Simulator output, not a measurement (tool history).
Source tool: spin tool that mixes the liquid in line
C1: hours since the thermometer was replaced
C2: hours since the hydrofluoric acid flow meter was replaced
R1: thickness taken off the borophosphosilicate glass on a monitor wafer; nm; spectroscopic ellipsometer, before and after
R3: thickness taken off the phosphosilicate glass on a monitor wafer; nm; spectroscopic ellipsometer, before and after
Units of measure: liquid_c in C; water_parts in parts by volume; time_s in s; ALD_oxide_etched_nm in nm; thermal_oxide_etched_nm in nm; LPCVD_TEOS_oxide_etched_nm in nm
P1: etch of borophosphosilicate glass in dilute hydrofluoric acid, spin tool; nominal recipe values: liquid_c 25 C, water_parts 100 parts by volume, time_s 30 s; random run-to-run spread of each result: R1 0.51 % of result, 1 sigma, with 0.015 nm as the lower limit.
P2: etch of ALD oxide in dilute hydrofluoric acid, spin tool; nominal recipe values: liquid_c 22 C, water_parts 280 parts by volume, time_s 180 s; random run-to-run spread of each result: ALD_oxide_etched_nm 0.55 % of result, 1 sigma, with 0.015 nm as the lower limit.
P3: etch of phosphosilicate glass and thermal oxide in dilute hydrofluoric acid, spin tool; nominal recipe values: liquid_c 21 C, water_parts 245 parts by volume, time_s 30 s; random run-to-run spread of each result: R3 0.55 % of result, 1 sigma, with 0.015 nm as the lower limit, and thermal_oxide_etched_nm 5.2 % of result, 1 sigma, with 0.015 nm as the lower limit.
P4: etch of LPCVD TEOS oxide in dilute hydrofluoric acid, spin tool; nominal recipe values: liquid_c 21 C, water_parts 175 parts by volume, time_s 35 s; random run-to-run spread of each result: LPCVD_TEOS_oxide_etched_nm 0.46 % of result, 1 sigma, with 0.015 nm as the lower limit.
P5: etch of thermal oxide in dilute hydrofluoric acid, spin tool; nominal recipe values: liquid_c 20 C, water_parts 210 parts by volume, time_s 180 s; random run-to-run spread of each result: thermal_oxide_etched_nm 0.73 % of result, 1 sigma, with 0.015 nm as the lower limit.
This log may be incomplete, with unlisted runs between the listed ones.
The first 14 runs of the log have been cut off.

run 15 hour=97.2 | process=P1 liquid_c=25 water_parts=55 time_s=15 | C1=1166.9 C2=629.9 | R1=20.168
run 16 hour=104.6 | process=P3 liquid_c=21 water_parts=70 time_s=30 | C1=1174.3 C2=637.3 | R3=79.203 thermal_oxide_etched_nm=1.9613
run 17 hour=112.2 | process=P1 liquid_c=28.5 water_parts=100 time_s=30 | C1=1181.9 C2=644.9 | R1=24.05
run 18 hour=117.5 | process=P5 liquid_c=20 water_parts=115 time_s=180 | C1=1187.2 C2=650.2 | thermal_oxide_etched_nm=6.1435
run 19 hour=125.4 | process=P1 liquid_c=25 water_parts=100 time_s=30 | C1=1195.1 C2=658.1 | R1=21.007
run 20 hour=133.2 | process=P1 liquid_c=19 water_parts=100 time_s=30 | C1=1202.9 C2=665.9 | R1=16.546
-- hour=140.8 thermometer replaced
run 21 hour=141 | process=P1 liquid_c=25 water_parts=100 time_s=30 | C1=0.2 C2=673.7 | R1=20.945
run 22 hour=148.2 | process=P2 liquid_c=22 water_parts=280 time_s=75 | C1=7.4 C2=680.9 | ALD_oxide_etched_nm=1.9862
run 23 hour=155.5 | process=P4 liquid_c=21 water_parts=70 time_s=35 | C1=14.7 C2=688.2 | LPCVD_TEOS_oxide_etched_nm=12.906
run 24 hour=163.2 | process=P5 liquid_c=20 water_parts=210 time_s=180 | C1=22.4 C2=695.9 | thermal_oxide_etched_nm=3.1002
run 25 hour=172.1 | process=P4 liquid_c=21 water_parts=175 time_s=15 | C1=31.3 C2=704.8 | LPCVD_TEOS_oxide_etched_nm=1.9682
run 26 hour=180.9 | process=P2 liquid_c=22 water_parts=280 time_s=180 | C1=40.1 C2=713.6 | ALD_oxide_etched_nm=4.7537
run 27 hour=185.4 | process=P4 liquid_c=26 water_parts=175 time_s=35 | C1=44.6 C2=718.1 | LPCVD_TEOS_oxide_etched_nm=5.5446
run 28 hour=191.4 | process=P1 liquid_c=25 water_parts=100 time_s=55 | C1=50.6 C2=724.1 | R1=38.492
run 29 hour=196.3 | process=P1 liquid_c=25 water_parts=100 time_s=30 | C1=55.5 C2=729 | R1=20.882
run 30 hour=204.6 | process=P1 liquid_c=25 water_parts=100 time_s=30 | C1=63.8 C2=737.3 | R1=20.036
run 31 hour=209.5 | process=P1 liquid_c=25 water_parts=100 time_s=30 | C1=68.7 C2=742.2 | R1=20.026
run 32 hour=216.4 | process=P1 liquid_c=25 water_parts=100 time_s=30 | C1=75.6 C2=749.1 | R1=19.636
run 33 hour=224 | process=P1 liquid_c=25 water_parts=100 time_s=30 | C1=83.2 C2=756.7 | R1=19.635

Run 34 has not been measured yet. What should we expect?
run 34 hour=228.6 | process=P1 liquid_c=25 water_parts=100 time_s=30 | C1=87.8 C2=761.3 | R1=?

Run 34 yielded R1 19.453 nm.

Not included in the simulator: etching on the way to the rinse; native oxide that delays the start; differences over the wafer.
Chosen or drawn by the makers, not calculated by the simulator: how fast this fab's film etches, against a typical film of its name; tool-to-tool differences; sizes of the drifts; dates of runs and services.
